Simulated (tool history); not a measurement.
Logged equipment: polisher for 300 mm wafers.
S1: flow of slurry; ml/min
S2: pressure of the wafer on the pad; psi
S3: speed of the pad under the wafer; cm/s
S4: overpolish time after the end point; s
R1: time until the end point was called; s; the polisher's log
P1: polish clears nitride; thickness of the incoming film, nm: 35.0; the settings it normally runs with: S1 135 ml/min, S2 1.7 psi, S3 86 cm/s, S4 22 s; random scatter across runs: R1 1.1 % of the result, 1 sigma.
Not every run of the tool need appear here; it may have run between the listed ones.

| run | hour | S1 | S2 | S3 | S4 | R1 |
|---|---|---|---|---|---|---|
| 1 | 16.5 | 135 | 1.7 | 86 | 22 | 78.152 |
| 2 | 29.4 | 95 | 1.7 | 86 | 33 | 84.879 |
| 3 | 40.5 | 190 | 1.7 | 86 | 22 | 72.403 |
| 4 | 50.2 | 135 | 1.7 | 50 | 22 | 132.33 |
| 5 | 59.6 | 135 | 1.7 | 86 | 22 | 77.522 |
| 6 | 75.7 | 135 | 1.7 | 128 | 22 | 51.794 |
| 7 | 91.9 | 135 | 1.7 | 86 | 40 | 76.875 |
| 8 | 108 | 135 | 1.7 | 86 | 22 | 76.842 |
|  | 110.4 | slurry nozzle cleaned |
| 9 | 122.2 | 95 | 0.8 | 86 | 22 | 176.6 |
| 10 | 138.6 | 80 | 1.7 | 86 | 22 | 88.91 |
| 11 | 153.5 | 135 | 1.7 | 86 | 7 | 76.884 |
| 12 | 161.4 | 135 | 1.7 | 86 | 22 | 77.209 |
| 13 | 174.6 | 135 | 0.9 | 86 | 22 | 146.5 |
| 14 | 191.3 | 135 | 1.7 | 48 | 11 | 141.63 |
| 15 | 207.3 | 135 | 2.5 | 86 | 22 | 53.129 |
| 16 | 216.4 | 135 | 1.7 | 86 | 22 | 78.859 |
| 17 | 232.9 | 135 | 1.7 | 86 | 22 | 76.819 |
| 18 | 242 | 135 | 1.7 | 86 | 22 | 77.674 |
| 19 | 255.3 | 135 | 1.7 | 86 | 22 | 80.773 |

Run 20 comes next. What will it give?
| 20 | 270.7 | 135 | 1.7 | 86 | 22 | ? |

{"run 20": {"R1": 81.634}}

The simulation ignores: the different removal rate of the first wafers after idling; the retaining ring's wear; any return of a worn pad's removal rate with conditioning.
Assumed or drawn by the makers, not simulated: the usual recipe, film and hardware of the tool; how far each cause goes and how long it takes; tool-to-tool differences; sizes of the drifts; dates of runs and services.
